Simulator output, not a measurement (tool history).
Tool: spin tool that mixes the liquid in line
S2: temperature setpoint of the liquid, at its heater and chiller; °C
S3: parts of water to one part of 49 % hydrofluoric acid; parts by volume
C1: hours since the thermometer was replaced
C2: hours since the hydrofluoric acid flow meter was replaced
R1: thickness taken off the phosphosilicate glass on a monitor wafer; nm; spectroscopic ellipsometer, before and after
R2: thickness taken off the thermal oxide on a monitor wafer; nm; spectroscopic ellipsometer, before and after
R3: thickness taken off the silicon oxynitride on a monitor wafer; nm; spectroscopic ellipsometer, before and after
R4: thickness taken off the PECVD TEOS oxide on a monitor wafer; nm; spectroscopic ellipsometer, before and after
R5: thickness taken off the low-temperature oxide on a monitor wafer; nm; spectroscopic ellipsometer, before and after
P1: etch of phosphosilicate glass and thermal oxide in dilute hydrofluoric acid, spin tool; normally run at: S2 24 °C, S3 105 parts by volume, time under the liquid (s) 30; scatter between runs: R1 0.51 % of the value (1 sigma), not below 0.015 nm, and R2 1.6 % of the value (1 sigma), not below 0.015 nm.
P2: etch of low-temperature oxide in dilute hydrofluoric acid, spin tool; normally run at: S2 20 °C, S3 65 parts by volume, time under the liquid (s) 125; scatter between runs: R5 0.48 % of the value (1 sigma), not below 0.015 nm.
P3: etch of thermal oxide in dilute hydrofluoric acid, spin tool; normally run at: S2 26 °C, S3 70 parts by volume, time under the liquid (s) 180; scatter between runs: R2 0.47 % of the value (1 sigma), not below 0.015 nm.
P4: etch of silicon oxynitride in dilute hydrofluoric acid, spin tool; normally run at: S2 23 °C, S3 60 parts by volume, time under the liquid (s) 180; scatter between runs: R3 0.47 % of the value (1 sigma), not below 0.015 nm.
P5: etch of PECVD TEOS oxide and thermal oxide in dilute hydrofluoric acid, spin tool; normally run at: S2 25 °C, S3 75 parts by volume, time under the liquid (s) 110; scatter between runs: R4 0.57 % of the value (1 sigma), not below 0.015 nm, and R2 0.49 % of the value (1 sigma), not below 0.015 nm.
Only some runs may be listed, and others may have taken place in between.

Run 1, hour 2.7: process that ran P1, S2 24 °C, S3 105 parts by volume, time under the liquid (s) 30; C1 1368.2; C2 142.9. Result: R1 35.734 nm, R2 1.4252 nm.
Run 2, hour 7: process that ran P1, S2 28 °C, S3 105 parts by volume, time under the liquid (s) 30; C1 1372.5; C2 147.2. Result: R1 41.356 nm, R2 1.6219 nm.
Run 3, hour 9.5: process that ran P1, S2 24 °C, S3 105 parts by volume, time under the liquid (s) 30; C1 1375; C2 149.7. Result: R1 35.205 nm, R2 1.423 nm.
Run 4, hour 14.6: process that ran P1, S2 31.5 °C, S3 105 parts by volume, time under the liquid (s) 45; C1 1380.1; C2 154.8. Result: R1 70.662 nm, R2 2.8065 nm.
Run 5, hour 17.9: process that ran P4, S2 17 °C, S3 60 parts by volume, time under the liquid (s) 180; C1 1383.4; C2 158.1. Result: R3 9.5683 nm.
Run 6, hour 20.4: process that ran P5, S2 25 °C, S3 140 parts by volume, time under the liquid (s) 110; C1 1385.9; C2 160.6. Result: R2 3.6287 nm, R4 21.799 nm.
Run 7, hour 24.1: process that ran P5, S2 25 °C, S3 75 parts by volume, time under the liquid (s) 110; C1 1389.6; C2 164.3. Result: R2 7.3341 nm, R4 44.177 nm.
Run 8, hour 26.9: process that ran P3, S2 26 °C, S3 70 parts by volume, time under the liquid (s) 180; C1 1392.4; C2 167.1. Result: R2 14.011 nm.
Run 9, hour 32: process that ran P1, S2 24 °C, S3 105 parts by volume, time under the liquid (s) 30; C1 1397.5; C2 172.2. Result: R1 35.749 nm, R2 1.4551 nm.
Run 10, hour 35.4: process that ran P1, S2 24 °C, S3 145 parts by volume, time under the liquid (s) 30; C1 1400.9; C2 175.6. Result: R1 24.323 nm, R2 1.0058 nm.
Run 11, hour 38.8: process that ran P1, S2 24 °C, S3 40 parts by volume, time under the liquid (s) 15; C1 1404.3; C2 179. Result: R1 50.786 nm, R2 2.0609 nm.
Run 12, hour 43.3: process that ran P1, S2 24 °C, S3 105 parts by volume, time under the liquid (s) 45; C1 1408.8; C2 183.5. Result: R1 53.13 nm, R2 2.2244 nm.
Run 13, hour 47.2: process that ran P2, S2 27.5 °C, S3 65 parts by volume, time under the liquid (s) 125; C1 1412.7; C2 187.4. Result: R5 45.937 nm.
Run 14, hour 51.5: process that ran P2, S2 20 °C, S3 65 parts by volume, time under the liquid (s) 125; C1 1417; C2 191.7. Result: R5 33.744 nm.
Run 15, hour 54.1: process that ran P4, S2 23 °C, S3 60 parts by volume, time under the liquid (s) 180; C1 1419.6; C2 194.3. Result: R3 12.865 nm.
Run 16, hour 58.9: process that ran P5, S2 30 °C, S3 75 parts by volume, time under the liquid (s) 110; C1 1424.4; C2 199.1. Result: R2 8.939 nm, R4 53.763 nm.
Run 17, hour 63.9: process that ran P1, S2 24 °C, S3 105 parts by volume, time under the liquid (s) 15; C1 1429.4; C2 204.1. Result: R1 17.675 nm, R2 0.70454 nm.
Run 18, hour 66.7: process that ran P3, S2 21 °C, S3 70 parts by volume, time under the liquid (s) 180; C1 1432.2; C2 206.9. Result: R2 11.285 nm.
Run 19, hour 69.8: process that ran P2, S2 20 °C, S3 65 parts by volume, time under the liquid (s) 125; C1 1435.3; C2 210. Result: R5 33.591 nm.
Run 20, hour 75: process that ran P2, S2 20 °C, S3 65 parts by volume, time under the liquid (s) 20; C1 1440.5; C2 215.2. Result: R5 5.386 nm.
Run 21, hour 77.6: process that ran P1, S2 24 °C, S3 60 parts by volume, time under the liquid (s) 30; C1 1443.1; C2 217.8. Result: R1 66.085 nm, R2 2.6528 nm.
Run 22, hour 82.3: process that ran P3, S2 26 °C, S3 70 parts by volume, time under the liquid (s) 180; C1 1447.8; C2 222.5. Result: R2 13.826 nm.
Run 23, hour 86.2: process that ran P1, S2 24 °C, S3 105 parts by volume, time under the liquid (s) 30; C1 1451.7; C2 226.4. Result: R1 35.717 nm, R2 1.4285 nm.
Run 24, hour 91.2: process that ran P5, S2 25 °C, S3 75 parts by volume, time under the liquid (s) 40; C1 1456.7; C2 231.4. Result: R2 2.663 nm, R4 16.107 nm.
Run 25, hour 95.6: process that ran P3, S2 26 °C, S3 70 parts by volume, time under the liquid (s) 350; C1 1461.1; C2 235.8. Result: R2 27.346 nm.
Run 26, hour 100: process that ran P1, S2 18.5 °C, S3 105 parts by volume, time under the liquid (s) 30; C1 1465.5; C2 240.2. Result: R1 28.281 nm, R2 1.1656 nm.
Run 27, hour 102.8: process that ran P2, S2 20 °C, S3 110 parts by volume, time under the liquid (s) 125; C1 1468.3; C2 243. Result: R5 18.979 nm.
Run 28, hour 106.2: process that ran P4, S2 23 °C, S3 60 parts by volume, time under the liquid (s) 15; C1 1471.7; C2 246.4. Result: R3 1.0966 nm.
Run 29, hour 111.3: process that ran P3, S2 26 °C, S3 120 parts by volume, time under the liquid (s) 180; C1 1476.8; C2 251.5. Result: R2 7.603 nm.
Run 30, hour 114.7: process that ran P4, S2 23 °C, S3 20 parts by volume, time under the liquid (s) 180; C1 1480.2; C2 254.9. Result: R3 39.786 nm.
Run 31, hour 118.7: process that ran P1, S2 24 °C, S3 105 parts by volume, time under the liquid (s) 30; C1 1484.2; C2 258.9. Result: R1 35.242 nm, R2 1.4359 nm.
Run 32, hour 122.6: process that ran P1, S2 24 °C, S3 105 parts by volume, time under the liquid (s) 30; C1 1488.1; C2 262.8. Result: R1 35.583 nm, R2 1.4327 nm.
Run 33, hour 125.4: process that ran P1, S2 24 °C, S3 105 parts by volume, time under the liquid (s) 30; C1 1490.9; C2 265.6. Result: R1 35.435 nm, R2 1.4376 nm.
Run 34, hour 129.3: process that ran P1, S2 24 °C, S3 105 parts by volume, time under the liquid (s) 30; C1 1494.8; C2 269.5. Result: R1 37.066 nm, R2 1.5134 nm.
Run 35, hour 131.7: process that ran P1, S2 24 °C, S3 105 parts by volume, time under the liquid (s) 30; C1 1497.2; C2 271.9. Result: R1 37.597 nm, R2 1.5133 nm.
Run 36, hour 134.5: process that ran P1, S2 24 °C, S3 105 parts by volume, time under the liquid (s) 30; C1 1500; C2 274.7. Result: R1 37.838 nm, R2 1.5654 nm.
Run 37, hour 139.4: process that ran P1, S2 24 °C, S3 105 parts by volume, time under the liquid (s) 30; C1 1504.9; C2 279.6. Result: R1 38.553 nm, R2 1.5523 nm.
Run 38, hour 142.2: process that ran P1, S2 24 °C, S3 105 parts by volume, time under the liquid (s) 30; C1 1507.7; C2 282.4. Result: R1 38.361 nm, R2 1.5655 nm.
Run 39, hour 145.3: process that ran P1, S2 24 °C, S3 105 parts by volume, time under the liquid (s) 30; C1 1510.8; C2 285.5. Result: R1 38.551 nm, R2 1.5704 nm.

The output of P1 has drifted from where it used to be. Each of the 2 causes below, taken at the size shown beside it, accounts for the log equally well:
A: hydrofluoric acid flow above the setpoint (%) = 7.91
B: liquid hotter than its thermometer reads (K) = 2.19
At approximately hour 125.4, the process output began to creep.

Which of the 4 check runs listed below, each an average over 5 wafers with its results shown as question marks, gives clearly different results under the different listed causes?
Run check 1, hour 148.4: process that ran P5, S2 29.5 °C, S3 75 parts by volume, time under the liquid (s) 110. Result: R2 ?, R4 ?.
Run check 2, hour 148.4: process that ran P2, S2 25.5 °C, S3 65 parts by volume, time under the liquid (s) 125. Result: R5 ?.
Run check 3, hour 148.4: process that ran P4, S2 23 °C, S3 30 parts by volume, time under the liquid (s) 15. Result: R3 ?.
Run check 4, hour 148.4: process that ran P3, S2 26 °C, S3 120 parts by volume, time under the liquid (s) 310. Result: R2 ?.

Expected result of each check under each candidate cause:
  check  result    if A    if B
check 1      R2  9.5011  9.4946
check 1      R4  57.649  57.609
check 2      R5  45.956  46.172
check 3      R3  2.3681  2.4424
check 4      R2  14.315  14.255
How far apart the two closest causes lie, in the result that separates them most: check 1 0.07 %; check 2 0.47 %; check 3 3.09 %; check 4 0.42 %
Only check 3 tells the causes apart: in the others they would give nearly the same result.

Here is what check 3 returned: R3 2.4386 nm. Which cause is it?

B is the cause: liquid hotter than its thermometer reads (K).
